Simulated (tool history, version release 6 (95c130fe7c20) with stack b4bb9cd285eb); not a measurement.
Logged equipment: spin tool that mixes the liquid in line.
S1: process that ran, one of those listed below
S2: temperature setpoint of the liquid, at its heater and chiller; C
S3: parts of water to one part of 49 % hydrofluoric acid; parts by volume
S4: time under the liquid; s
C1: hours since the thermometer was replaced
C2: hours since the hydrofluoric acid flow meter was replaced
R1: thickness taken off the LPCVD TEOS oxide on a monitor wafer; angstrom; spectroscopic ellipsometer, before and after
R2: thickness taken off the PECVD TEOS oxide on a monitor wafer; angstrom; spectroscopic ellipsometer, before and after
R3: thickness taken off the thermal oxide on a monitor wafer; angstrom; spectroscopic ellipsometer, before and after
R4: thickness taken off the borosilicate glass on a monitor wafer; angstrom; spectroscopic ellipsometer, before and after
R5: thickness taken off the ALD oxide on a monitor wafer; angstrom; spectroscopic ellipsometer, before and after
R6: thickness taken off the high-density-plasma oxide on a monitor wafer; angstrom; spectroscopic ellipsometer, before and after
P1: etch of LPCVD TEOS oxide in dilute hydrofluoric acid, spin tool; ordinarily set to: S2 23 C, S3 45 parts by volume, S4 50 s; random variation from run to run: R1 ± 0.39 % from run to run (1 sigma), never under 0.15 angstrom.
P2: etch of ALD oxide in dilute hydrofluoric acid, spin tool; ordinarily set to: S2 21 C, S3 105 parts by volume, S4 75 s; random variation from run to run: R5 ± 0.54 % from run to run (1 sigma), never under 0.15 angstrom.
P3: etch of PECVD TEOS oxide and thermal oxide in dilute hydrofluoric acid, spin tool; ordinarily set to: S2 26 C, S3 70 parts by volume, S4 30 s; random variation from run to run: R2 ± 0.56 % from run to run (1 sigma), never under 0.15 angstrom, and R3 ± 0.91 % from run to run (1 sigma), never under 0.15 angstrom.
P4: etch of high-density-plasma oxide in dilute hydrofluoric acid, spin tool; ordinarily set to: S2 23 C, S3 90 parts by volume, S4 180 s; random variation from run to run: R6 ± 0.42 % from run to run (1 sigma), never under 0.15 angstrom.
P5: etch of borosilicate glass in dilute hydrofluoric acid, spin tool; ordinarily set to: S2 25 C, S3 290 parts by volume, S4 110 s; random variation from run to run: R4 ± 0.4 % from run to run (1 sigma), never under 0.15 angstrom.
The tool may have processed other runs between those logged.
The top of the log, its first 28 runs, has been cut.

run,hour,S1,S2,S3,S4,C1,C2,R1,R2,R3,R4,R5,R6
29,255,P1,23,45,50,1439.9,148.1,543.04,,,,,
30,264.6,P3,30,70,30,1449.5,157.7,,107.6,27.659,,,
31,272.1,P1,23,70,90,1457,165.2,610.35,,,,,
32,280.3,P4,23,90,180,1465.2,173.4,,,,,,110.4
33,288,P1,23,70,75,1472.9,181.1,510.03,,,,,
34,293.6,P2,25.5,105,75,1478.5,186.7,,,,,75.855,
35,302.4,P1,23,45,50,1487.3,195.5,548.16,,,,,
36,310.2,P1,23,45,50,1495.1,203.3,565.08,,,,,
37,319.7,P1,23,45,50,1504.6,212.8,578.46,,,,,
38,327.4,P1,23,45,50,1512.3,220.5,589.08,,,,,
39,335.3,P1,23,45,50,1520.2,228.4,594.48,,,,,

What does the tool deliver on the next run?
40,347.7,P1,23,45,50,1532.6,240.8,?,,,,,

R1: 601.77 angstrom

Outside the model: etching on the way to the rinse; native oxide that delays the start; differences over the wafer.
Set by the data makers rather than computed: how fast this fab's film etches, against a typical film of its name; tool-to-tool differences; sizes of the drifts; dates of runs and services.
